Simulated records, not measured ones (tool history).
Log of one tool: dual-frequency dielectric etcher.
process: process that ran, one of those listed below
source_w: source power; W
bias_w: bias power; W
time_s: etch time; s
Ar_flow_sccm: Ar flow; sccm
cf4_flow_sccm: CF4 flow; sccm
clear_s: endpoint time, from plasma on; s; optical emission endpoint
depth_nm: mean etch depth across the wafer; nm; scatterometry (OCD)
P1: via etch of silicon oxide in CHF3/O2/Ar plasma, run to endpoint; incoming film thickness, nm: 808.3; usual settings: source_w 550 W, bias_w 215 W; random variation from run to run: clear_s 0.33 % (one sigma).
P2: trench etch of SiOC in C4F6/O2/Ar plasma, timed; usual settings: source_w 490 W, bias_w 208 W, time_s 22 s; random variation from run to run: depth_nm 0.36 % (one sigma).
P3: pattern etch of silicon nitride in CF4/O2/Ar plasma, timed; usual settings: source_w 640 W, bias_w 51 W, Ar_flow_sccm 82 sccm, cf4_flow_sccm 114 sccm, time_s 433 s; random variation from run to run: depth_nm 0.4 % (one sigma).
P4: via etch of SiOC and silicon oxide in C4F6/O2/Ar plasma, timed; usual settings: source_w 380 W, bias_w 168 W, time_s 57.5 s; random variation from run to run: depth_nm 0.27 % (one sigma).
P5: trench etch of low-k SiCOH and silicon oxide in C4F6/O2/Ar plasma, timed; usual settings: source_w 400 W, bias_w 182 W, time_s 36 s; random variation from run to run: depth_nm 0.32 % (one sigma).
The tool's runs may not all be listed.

run   hour  process  source_w  bias_w  time_s  Ar_flow_sccm  cf4_flow_sccm  hours since the last wet clean  hours since the last source power generator calibration  hours since the last bias power generator calibration  clear_s  depth_nm
  1    8.7       P1       550     215                                                                  315                                                   1255.5                                                   2420   393.17
  2   16.7       P1       550     169                                                                  323                                                   1263.5                                                   2428   428.35
  3   24.8       P1       770     152                                                                331.1                                                   1271.6                                                 2436.1   390.13
  4   30.2       P2       490     208    29.5                                                        336.5                                                     1277                                                 2441.5             69.355
  5     36       P4       380     168    57.5                                                        342.3                                                   1282.8                                                 2447.3             63.587
  6   42.4       P2       640     208      22                                                        348.7                                                   1289.2                                                 2453.7              57.58
  7     47       P1       550     215                                                                353.3                                                   1293.8                                                 2458.3   392.46
  8   51.5       P2       490     208      22                                                        357.8                                                   1298.3                                                 2462.8              51.91
  9   57.3       P1       450     167                                                                363.6                                                   1304.1                                                 2468.6   462.32
 10   62.8       P2       490     141      22                                                        369.1                                                   1309.6                                                 2474.1             45.684
 11   67.3       P3       640      51     433            61            114                           373.6                                                   1314.1                                                 2478.6             1092.9
 12   71.7       P5       550     182      36                                                          378                                                   1318.5                                                   2483             129.38
 13   78.7       P2       490     208      22                                                          385                                                   1325.5                                                   2490             52.072
 14   86.2       P1       550     215                                                                392.5                                                     1333                                                 2497.5   395.31
 15   91.1       P5       400     109      36                                                        397.4                                                   1337.9                                                 2502.4             97.961
 16   99.6       P1       720     215                                                                405.9                                                   1346.4                                                 2510.9   355.59
 17  104.1       P3       640      51     433            82            114                           410.4                                                   1350.9                                                 2515.4             1063.9
 18  112.7       P5       400     182      36                                                          419                                                   1359.5                                                   2524             113.41
 19    121       P3       640      39     433            82            114                           427.3                                                   1367.8                                                 2532.3             969.94
 20  129.7       P5       400     182      53                                                          436                                                   1376.5                                                   2541             168.07
 21  134.3       P3       640      51     433            82             70                           440.6                                                   1381.1                                                 2545.6             1007.6
 22    142       P1       550     215                                                                448.3                                                   1388.8                                                 2553.3    393.7
 23  151.6       P4       380     227    57.5                                                        457.9                                                   1398.4                                                 2562.9             69.791
 24  158.4       P3       640      51     433            82            114                           464.7                                                   1405.2                                                 2569.7             1068.9
 25  167.6       P4       380     168    57.5                                                        473.9                                                   1414.4                                                 2578.9             63.445
 26  171.9       P1       420     215                                                                478.2                                                   1418.7                                                 2583.2   436.59
 27  178.4       P3       390      51     433            82            114                           484.7                                                   1425.2                                                 2589.7             690.33
 28  183.7       P3       640      51   587.5            82            114                             490                                                   1430.5                                                   2595             1435.6
 29  193.2       P1       550     291                                                                499.5                                                     1440                                                 2604.5   353.62
 30    200       P4       530     168    57.5                                                        506.3                                                   1446.8                                                 2611.3             71.997
 31  206.4       P4       380     168    44.5                                                        512.7                                                   1453.2                                                 2617.7             48.791
 32  216.1       P1       550     215                                                                522.4                                                   1462.9                                                 2627.4   394.12
 33  220.3       P1       550     215                                                                526.6                                                   1467.1                                                 2631.6   393.53
 34  225.9       P1       550     215                                                                532.2                                                   1472.7                                                 2637.2    395.2
 35  230.2       P1       550     215                                                                536.5                                                     1477                                                 2641.5   396.79
 36  239.8       P1       550     215                                                                546.1                                                   1486.6                                                 2651.1   400.59
     239.9  -- wet clean of the chamber
 37  246.8       P1       550     215                                                                    7                                                   1493.6                                                 2658.1   400.32
 38  255.9       P1       550     215                                                                 16.1                                                   1502.7                                                 2667.2   399.22
 39  263.8       P1       550     215                                                                   24                                                   1510.6                                                 2675.1   398.12
 40  272.7       P1       550     215                                                                 32.9                                                   1519.5                                                   2684   403.54

What P1 gives has crept away from where it was. These 2 causes fit the log equally well, each at the size given:
A: source power that arrives under what is set, % = 4.31
B: bias power that arrives under what is set, % = 4.66
The creep began at about hour 220.3.
Why every other cause is out:
chamber walls in a state that lowers the etch rate, %: serviced at hour 239.9, which brought nothing back

4 check runs are offered, each on 2 wafers whose results are averaged, their results left as question marks. Which one tells the causes apart?
check 1  281.6       P2       630     208      22                                                                                                                                                                                               ?
check 2  281.6       P4       530     223    57.5                                                                                                                                                                                               ?
check 3  281.6       P3       470      51     433            82             75                                                                                                                                                                  ?
check 4  281.6       P5       400     114    52.5                                                                                                                                                                                               ?

What each check would give under each cause:
  check    result    if A    if B
check 1  depth_nm  56.238  56.361
check 2  depth_nm  77.509  77.609
check 3  depth_nm  746.75  761.96
check 4  depth_nm  142.03  142.63
How far apart the two closest causes lie, in the result that separates them most: check 1 0.22 %; check 2 0.13 %; check 3 2.02 %; check 4 0.42 %
Check 3 tells the causes apart: in the others they would give nearly the same result.

Then check 3 was run and gave: depth_nm 764.71 nm. Which cause is it?

It is B: bias power that arrives under what is set, %.

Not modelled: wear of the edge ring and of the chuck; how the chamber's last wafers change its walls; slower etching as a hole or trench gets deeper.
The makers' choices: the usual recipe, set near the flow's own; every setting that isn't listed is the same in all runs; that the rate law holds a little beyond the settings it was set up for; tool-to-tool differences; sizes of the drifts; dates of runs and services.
